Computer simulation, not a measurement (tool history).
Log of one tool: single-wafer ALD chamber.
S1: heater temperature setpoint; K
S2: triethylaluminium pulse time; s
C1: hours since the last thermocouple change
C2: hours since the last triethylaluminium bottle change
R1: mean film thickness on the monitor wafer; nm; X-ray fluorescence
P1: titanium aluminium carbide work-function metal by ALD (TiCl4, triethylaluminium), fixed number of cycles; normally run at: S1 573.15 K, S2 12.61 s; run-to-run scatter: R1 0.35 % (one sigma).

Run 1, hour 4: S1 573.15 K, S2 12.61 s; C1 1242.6; C2 668.9. Result: R1 2.0082 nm.
Run 2, hour 9.3: S1 552.15 K, S2 12.61 s; C1 1247.9; C2 674.2. Result: R1 1.8325 nm.
Run 3, hour 13.3: S1 596.15 K, S2 12.61 s; C1 1251.9; C2 678.2. Result: R1 2.2239 nm.
Run 4, hour 15.7: S1 556.15 K, S2 5.01 s; C1 1254.3; C2 680.6. Result: R1 1.5586 nm.
Run 5, hour 21: S1 573.15 K, S2 12.61 s; C1 1259.6; C2 685.9. Result: R1 2.0055 nm.
Run 6, hour 25.1: S1 573.15 K, S2 12.61 s; C1 1263.7; C2 690. Result: R1 2.0101 nm.
Run 7, hour 29.5: S1 594.15 K, S2 18.05 s; C1 1268.1; C2 694.4. Result: R1 2.2312 nm.
Run 8, hour 33.8: S1 588.15 K, S2 7.82 s; C1 1272.4; C2 698.7. Result: R1 2.0458 nm.
Run 9, hour 38.5: S1 573.15 K, S2 12.61 s; C1 1277.1; C2 703.4. Result: R1 2.0051 nm.
Run 10, hour 41.8: S1 573.15 K, S2 12.61 s; C1 1280.4; C2 706.7. Result: R1 2.0084 nm.
Run 11, hour 44.9: S1 573.15 K, S2 6.23 s; C1 1283.5; C2 709.8. Result: R1 1.8079 nm.
Run 12, hour 49: S1 573.15 K, S2 21.05 s; C1 1287.6; C2 713.9. Result: R1 2.0249 nm.
Run 13, hour 52: S1 573.15 K, S2 12.61 s; C1 1290.6; C2 716.9. Result: R1 2.0268 nm.
Run 14, hour 55.9: S1 573.15 K, S2 12.61 s; C1 1294.5; C2 720.8. Result: R1 2.0018 nm.
Run 15, hour 58.9: S1 573.15 K, S2 12.61 s; C1 1297.5; C2 723.8. Result: R1 1.9991 nm.
Run 16, hour 62.1: S1 573.15 K, S2 12.61 s; C1 1300.7; C2 727. Result: R1 2.0002 nm.
Run 17, hour 64.8: S1 573.15 K, S2 12.61 s; C1 1303.4; C2 729.7. Result: R1 1.996 nm.
Run 18, hour 68.6: S1 573.15 K, S2 12.61 s; C1 1307.2; C2 733.5. Result: R1 1.9874 nm.
Run 19, hour 72.7: S1 573.15 K, S2 12.61 s; C1 1311.3; C2 737.6. Result: R1 1.9806 nm.

Forecast run 20:
Run 20, hour 76.2: S1 573.15 K, S2 12.61 s; C1 1314.8; C2 741.1. Result: R1 ?.

Run 20 gave R1 1.9976 nm.
